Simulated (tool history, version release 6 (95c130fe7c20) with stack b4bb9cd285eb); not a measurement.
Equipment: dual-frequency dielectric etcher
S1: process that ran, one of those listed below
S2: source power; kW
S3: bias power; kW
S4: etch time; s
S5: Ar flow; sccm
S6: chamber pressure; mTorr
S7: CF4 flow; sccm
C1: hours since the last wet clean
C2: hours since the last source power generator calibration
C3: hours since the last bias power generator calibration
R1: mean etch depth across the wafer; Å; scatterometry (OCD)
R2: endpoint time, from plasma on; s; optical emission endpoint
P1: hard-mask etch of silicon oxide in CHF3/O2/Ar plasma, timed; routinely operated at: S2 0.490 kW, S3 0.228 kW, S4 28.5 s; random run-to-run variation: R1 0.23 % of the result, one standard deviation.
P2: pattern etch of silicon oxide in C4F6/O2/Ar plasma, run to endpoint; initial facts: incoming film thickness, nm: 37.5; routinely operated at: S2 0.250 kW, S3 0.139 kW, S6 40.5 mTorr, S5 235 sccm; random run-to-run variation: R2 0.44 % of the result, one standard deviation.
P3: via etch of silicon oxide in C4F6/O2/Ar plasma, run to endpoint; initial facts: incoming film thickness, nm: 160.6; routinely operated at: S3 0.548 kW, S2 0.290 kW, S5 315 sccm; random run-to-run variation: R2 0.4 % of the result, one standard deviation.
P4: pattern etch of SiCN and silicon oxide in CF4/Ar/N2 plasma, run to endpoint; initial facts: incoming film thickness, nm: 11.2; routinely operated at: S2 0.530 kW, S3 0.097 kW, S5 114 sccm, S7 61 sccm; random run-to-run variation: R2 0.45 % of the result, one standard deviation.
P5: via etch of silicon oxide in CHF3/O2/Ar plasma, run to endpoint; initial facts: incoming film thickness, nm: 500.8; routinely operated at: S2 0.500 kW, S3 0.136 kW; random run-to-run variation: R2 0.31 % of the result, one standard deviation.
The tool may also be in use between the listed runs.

run	hour	S1	S2	S3	S4	S5	S6	S7	C1	C2	C3	R1	R2
1	7.9	P1	0.490	0.228	28.5				215.4	2317.3	3573.2	572.76	
2	14.3	P1	0.490	0.228	28.5				221.8	2323.7	3579.6	568.49	
3	22.5	P1	0.490	0.173	20.5				230.0	2331.9	3587.8	372.80	
4	26.5	P3	0.290	0.683		315			234.0	2335.9	3591.8		33.7750
5	34.0	P2	0.330	0.139		235	40.5		241.5	2343.4	3599.3		13.4190
6	41.5	P1	0.490	0.172	28.5				249.0	2350.9	3606.8	517.49	
# hour 44.8: bias power generator calibrated
7	45.3	P2	0.250	0.139		235	40.5		252.8	2354.7	0.5		14.9130
8	49.7	P1	0.490	0.228	39.5				257.2	2359.1	4.9	792.55	
9	56.8	P2	0.250	0.139		235	49.5		264.3	2366.2	12.0		15.4490
10	61.9	P3	0.220	0.548		315			269.4	2371.3	17.1		40.9340
11	69.5	P2	0.250	0.139		140	40.5		277.0	2378.9	24.7		14.1180
12	73.9	P1	0.490	0.228	22.0				281.4	2383.3	29.1	441.35	
13	79.1	P4	0.530	0.097		114		61	286.6	2388.5	34.3		10.4360
14	85.7	P1	0.490	0.228	28.5				293.2	2395.1	40.9	569.90	
15	91.3	P1	0.490	0.228	28.5				298.8	2400.7	46.5	572.14	
16	96.5	P4	0.530	0.097		114		78	304.0	2405.9	51.7		10.1360
17	101.1	P1	0.620	0.228	28.5				308.6	2410.5	56.3	622.96	
18	108.0	P5	0.500	0.167					315.5	2417.4	63.2		284.7100
19	113.4	P1	0.490	0.294	28.5				320.9	2422.8	68.6	626.66	
20	121.2	P2	0.250	0.100		235	40.5		328.7	2430.6	76.4		16.5100
21	127.2	P4	0.420	0.097		114		61	334.7	2436.6	82.4		12.8990
# hour 129.1: source power generator calibrated
22	135.3	P4	0.530	0.097		85		61	342.8	6.3	90.5		10.1000
23	139.7	P1	0.350	0.228	28.5				347.2	10.7	94.9	505.57	
24	145.7	P1	0.490	0.228	28.5				353.2	16.7	100.9	572.03	
25	150.8	P5	0.600	0.136					358.3	21.8	106.0		282.6800
26	158.8	P3	0.290	0.548		315			366.3	29.8	114.0		37.0230
27	165.9	P1	0.490	0.276	40.5				373.4	36.9	121.1	869.13	
28	169.7	P3	0.290	0.548		315			377.2	40.7	124.9		36.9410
29	176.2	P1	0.490	0.228	28.5				383.7	47.2	131.4	569.46	
30	181.5	P5	0.500	0.136					389.0	52.5	136.7		305.5600
31	185.4	P5	0.500	0.136					392.9	56.4	140.6		305.0700
32	190.7	P1	0.490	0.228	28.5				398.2	61.7	145.9	571.82	
33	197.6	P4	0.530	0.128		114		61	405.1	68.6	152.8		9.4398
34	204.5	P1	0.630	0.155	28.5				412.0	75.5	159.7	551.34	
35	211.2	P3	0.290	0.548		437			418.7	82.2	166.4		38.1850
36	215.1	P1	0.490	0.228	28.5				422.6	86.1	170.3	572.13	
37	223.1	P1	0.490	0.228	28.5				430.6	94.1	178.3	567.99	
38	227.1	P1	0.490	0.228	28.5				434.6	98.1	182.3	565.96	
39	232.9	P1	0.490	0.228	28.5				440.4	103.9	188.1	563.66	
40	238.2	P1	0.490	0.228	28.5				445.7	109.2	193.4	562.79	
# hour 238.9: wet clean of the chamber
41	244.9	P1	0.490	0.228	28.5				6.0	115.9	200.1	562.80	
42	248.5	P1	0.490	0.228	28.5				9.6	119.5	203.7	563.71	
43	253.0	P1	0.490	0.228	28.5				14.1	124.0	208.2	563.29	
44	259.6	P1	0.490	0.228	28.5				20.7	130.6	214.8	561.14	
45	266.4	P1	0.490	0.228	28.5				27.5	137.4	221.6	559.57	
46	273.7	P1	0.490	0.228	28.5				34.8	144.7	228.9	560.04	

The output of P1 has drifted from where it used to be. Each of the 2 causes below, taken at the size shown beside it, accounts for the log equally well:
A: bias power that arrives under what is set, % = 4.5
B: source power that arrives under what is set, % = 4.25
The process output started creeping at around hour 215.1.
The rest of the possible causes, and what rules out each one:
chamber walls in a state that lowers the etch rate, %: serviced at hour 238.9, after the drift had started, without restoring the earlier output

Of the 4 check runs below, each run on 3 wafers with the results averaged and each result still a question mark, which one would tell the listed causes apart?
check 1	281.0	P4	0.530	0.097		114		61					?
check 2	281.0	P5	0.500	0.136									?
check 3	281.0	P3	0.290	0.548		315							?
check 4	281.0	P2	0.250	0.139		235	40.5						?

Expected result of each check under each candidate cause:
check	result	if A	if B
check 1	R2	10.6850	10.9110
check 2	R2	309.0500	309.7000
check 3	R2	37.5990	37.5320
check 4	R2	15.2190	15.2620
Per-check spread between the two closest causes, in the result where they differ most: check 1 2.1 %; check 2 0.21 %; check 3 0.18 %; check 4 0.28 %
The other checks would show nearly matching results whichever cause is true, so check 1 is the only one that separates the causes.

Then check 1 was run and gave: R2 10.8990 s. Which cause is it?

The correct cause is B, namely: source power that arrives under what is set, %.
